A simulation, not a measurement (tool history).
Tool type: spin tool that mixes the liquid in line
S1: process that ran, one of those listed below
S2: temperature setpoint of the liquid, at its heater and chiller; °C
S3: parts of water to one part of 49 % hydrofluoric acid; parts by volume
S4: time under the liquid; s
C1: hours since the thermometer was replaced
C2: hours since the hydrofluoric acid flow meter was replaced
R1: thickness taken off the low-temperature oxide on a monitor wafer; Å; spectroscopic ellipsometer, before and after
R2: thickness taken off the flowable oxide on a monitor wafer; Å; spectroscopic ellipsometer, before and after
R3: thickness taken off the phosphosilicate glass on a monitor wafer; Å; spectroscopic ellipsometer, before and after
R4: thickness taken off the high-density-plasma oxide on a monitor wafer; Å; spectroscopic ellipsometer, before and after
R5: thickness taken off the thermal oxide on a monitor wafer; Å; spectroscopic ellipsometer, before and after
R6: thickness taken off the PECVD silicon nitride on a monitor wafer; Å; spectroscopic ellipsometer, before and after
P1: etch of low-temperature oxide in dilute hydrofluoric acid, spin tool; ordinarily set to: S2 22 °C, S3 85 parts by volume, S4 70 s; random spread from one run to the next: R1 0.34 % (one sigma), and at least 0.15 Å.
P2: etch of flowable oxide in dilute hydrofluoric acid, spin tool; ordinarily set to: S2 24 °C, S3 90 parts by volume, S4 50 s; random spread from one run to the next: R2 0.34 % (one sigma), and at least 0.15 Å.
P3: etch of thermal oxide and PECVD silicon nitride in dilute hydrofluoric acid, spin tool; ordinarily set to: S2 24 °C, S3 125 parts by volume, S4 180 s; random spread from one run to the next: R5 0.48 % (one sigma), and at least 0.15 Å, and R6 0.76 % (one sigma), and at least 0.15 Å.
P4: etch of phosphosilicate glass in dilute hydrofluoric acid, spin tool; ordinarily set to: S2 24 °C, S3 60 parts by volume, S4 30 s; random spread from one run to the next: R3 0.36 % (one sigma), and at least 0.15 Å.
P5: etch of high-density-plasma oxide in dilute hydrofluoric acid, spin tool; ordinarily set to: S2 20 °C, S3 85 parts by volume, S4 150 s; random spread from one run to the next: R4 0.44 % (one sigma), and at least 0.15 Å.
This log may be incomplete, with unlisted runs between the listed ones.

run 1 hour=10.4 | S1=P1 S2=22 S3=85 S4=70 | C1=405.7 C2=673.5 | R1=169.41
run 2 hour=19.7 | S1=P2 S2=24 S3=90 S4=50 | C1=415 C2=682.8 | R2=114.21
run 3 hour=27.9 | S1=P4 S2=24 S3=60 S4=30 | C1=423.2 C2=691 | R3=833.04
run 4 hour=36.4 | S1=P5 S2=20 S3=85 S4=150 | C1=431.7 C2=699.5 | R4=79.637
run 5 hour=43 | S1=P3 S2=24 S3=125 S4=65 | C1=438.3 C2=706.1 | R5=23.982 R6=11.594
run 6 hour=51 | S1=P1 S2=22 S3=85 S4=30 | C1=446.3 C2=714.1 | R1=72.563
run 7 hour=57.6 | S1=P4 S2=24 S3=80 S4=30 | C1=452.9 C2=720.7 | R3=608.01
run 8 hour=66.8 | S1=P1 S2=22 S3=115 S4=70 | C1=462.1 C2=729.9 | R1=120.09
run 9 hour=72.8 | S1=P1 S2=26.5 S3=45 S4=70 | C1=468.1 C2=735.9 | R1=405.05
run 10 hour=77.7 | S1=P3 S2=24 S3=125 S4=180 | C1=473 C2=740.8 | R5=65.512 R6=31.512
run 11 hour=86.6 | S1=P1 S2=22 S3=85 S4=70 | C1=481.9 C2=749.7 | R1=168.87
run 12 hour=93.4 | S1=P5 S2=20 S3=85 S4=150 | C1=488.7 C2=756.5 | R4=79.511
run 13 hour=101.9 | S1=P5 S2=24 S3=85 S4=150 | C1=497.2 C2=765 | R4=92.339
run 14 hour=109.3 | S1=P3 S2=24 S3=220 S4=180 | C1=504.6 C2=772.4 | R5=32.859 R6=18.101
run 15 hour=116.3 | S1=P1 S2=22 S3=25 S4=15 | C1=511.6 C2=779.4 | R1=133.22
run 16 hour=123.4 | S1=P2 S2=24 S3=90 S4=50 | C1=518.7 C2=786.5 | R2=114.11
run 17 hour=133.2 | S1=P1 S2=22 S3=85 S4=70 | C1=528.5 C2=796.3 | R1=168.97
run 18 hour=138.2 | S1=P5 S2=20 S3=85 S4=15 | C1=533.5 C2=801.3 | R4=7.9135
run 19 hour=145.2 | S1=P1 S2=22 S3=85 S4=115 | C1=540.5 C2=808.3 | R1=278.74
run 20 hour=152.4 | S1=P1 S2=29.5 S3=35 S4=70 | C1=547.7 C2=815.5 | R1=599.37
run 21 hour=160 | S1=P2 S2=24 S3=135 S4=50 | C1=555.3 C2=823.1 | R2=71.808
run 22 hour=171 | S1=P4 S2=24 S3=60 S4=30 | C1=566.3 C2=834.1 | R3=830.82
run 23 hour=176.1 | S1=P1 S2=17 S3=85 S4=70 | C1=571.4 C2=839.2 | R1=137.4
run 24 hour=185 | S1=P1 S2=22 S3=85 S4=70 | C1=580.3 C2=848.1 | R1=170.1
run 25 hour=190.7 | S1=P1 S2=28.5 S3=85 S4=70 | C1=586 C2=853.8 | R1=219.99
run 26 hour=200.9 | S1=P1 S2=22 S3=85 S4=70 | C1=596.2 C2=864 | R1=169.18
run 27 hour=211 | S1=P2 S2=19.5 S3=90 S4=50 | C1=606.3 C2=874.1 | R2=95.052
run 28 hour=220.7 | S1=P3 S2=31.5 S3=125 S4=180 | C1=616 C2=883.8 | R5=87.006 R6=50.126
run 29 hour=228.6 | S1=P1 S2=22 S3=20 S4=70 | C1=623.9 C2=891.7 | R1=783.07
run 30 hour=235 | S1=P4 S2=24 S3=60 S4=60 | C1=630.3 C2=898.1 | R3=1662.9
run 31 hour=243.6 | S1=P2 S2=24 S3=90 S4=75 | C1=638.9 C2=906.7 | R2=169.99
run 32 hour=249.1 | S1=P3 S2=24 S3=125 S4=180 | C1=644.4 C2=912.2 | R5=65.978 R6=31.43
run 33 hour=256.8 | S1=P1 S2=22 S3=85 S4=70 | C1=652.1 C2=919.9 | R1=168.28
run 34 hour=266.3 | S1=P1 S2=22 S3=85 S4=70 | C1=661.6 C2=929.4 | R1=169.28
run 35 hour=274.8 | S1=P4 S2=31 S3=60 S4=30 | C1=670.1 C2=937.9 | R3=1103.9
run 36 hour=280.4 | S1=P5 S2=20 S3=40 S4=150 | C1=675.7 C2=943.5 | R4=177.48
run 37 hour=286.8 | S1=P1 S2=22 S3=85 S4=70 | C1=682.1 C2=949.9 | R1=169.01
run 38 hour=294.2 | S1=P1 S2=22 S3=85 S4=70 | C1=689.5 C2=957.3 | R1=175.36
run 39 hour=303.9 | S1=P1 S2=22 S3=85 S4=70 | C1=699.2 C2=967 | R1=178.74
run 40 hour=311.9 | S1=P1 S2=22 S3=85 S4=70 | C1=707.2 C2=975 | R1=182.14
run 41 hour=317.9 | S1=P1 S2=22 S3=85 S4=70 | C1=713.2 C2=981 | R1=183.25
run 42 hour=326.5 | S1=P1 S2=22 S3=85 S4=70 | C1=721.8 C2=989.6 | R1=184.36
run 43 hour=331.9 | S1=P1 S2=22 S3=85 S4=70 | C1=727.2 C2=995 | R1=186.44
run 44 hour=342.7 | S1=P1 S2=22 S3=85 S4=70 | C1=738 C2=1005.8 | R1=186.23
run 45 hour=350.6 | S1=P1 S2=22 S3=85 S4=70 | C1=745.9 C2=1013.7 | R1=187.64
run 46 hour=359.9 | S1=P1 S2=22 S3=85 S4=70 | C1=755.2 C2=1023 | R1=186.9

The output of P1 has drifted from where it used to be. Each of the 2 causes below, taken at the size shown beside it, accounts for the log equally well:
A: hydrofluoric acid flow above the setpoint (%) = 9.28
B: liquid hotter than its thermometer reads (K) = 2.42
The gradual shift began around hour 286.8.

The check runs listed below each take one wafer, and their results are still question marks. Under which run would the listed causes lead to clearly different results?
run check 1 hour=369.2 | S1=P5 S2=20 S3=85 S4=150 | R4=?
run check 2 hour=369.2 | S1=P2 S2=24 S3=90 S4=50 | R2=?
run check 3 hour=369.2 | S1=P3 S2=24 S3=125 S4=180 | R5=? R6=?
run check 4 hour=369.2 | S1=P4 S2=24 S3=60 S4=30 | R3=?

What each check would give under each cause:
check=check_1 result=R4 if_A=87.113 if_B=87.311
check=check_2 result=R2 if_A=125.84 if_B=125.5
check=check_3 result=R5 if_A=72.44 if_B=71.842
check=check_3 result=R6 if_A=34.147 if_B=36.568
check=check_4 result=R3 if_A=915.93 if_B=918.05
Separation of the two closest causes in each check, using whichever result separates them best: check 1 0.23 %; check 2 0.27 %; check 3 6.85 %; check 4 0.23 %
Only check 3 tells the causes apart: in the others they would give nearly the same result.

Running check 3 produced the following: R5 72.225 Å; R6 34.053 Å. Which one of the listed causes fits?

The cause is A: hydrofluoric acid flow above the setpoint (%).

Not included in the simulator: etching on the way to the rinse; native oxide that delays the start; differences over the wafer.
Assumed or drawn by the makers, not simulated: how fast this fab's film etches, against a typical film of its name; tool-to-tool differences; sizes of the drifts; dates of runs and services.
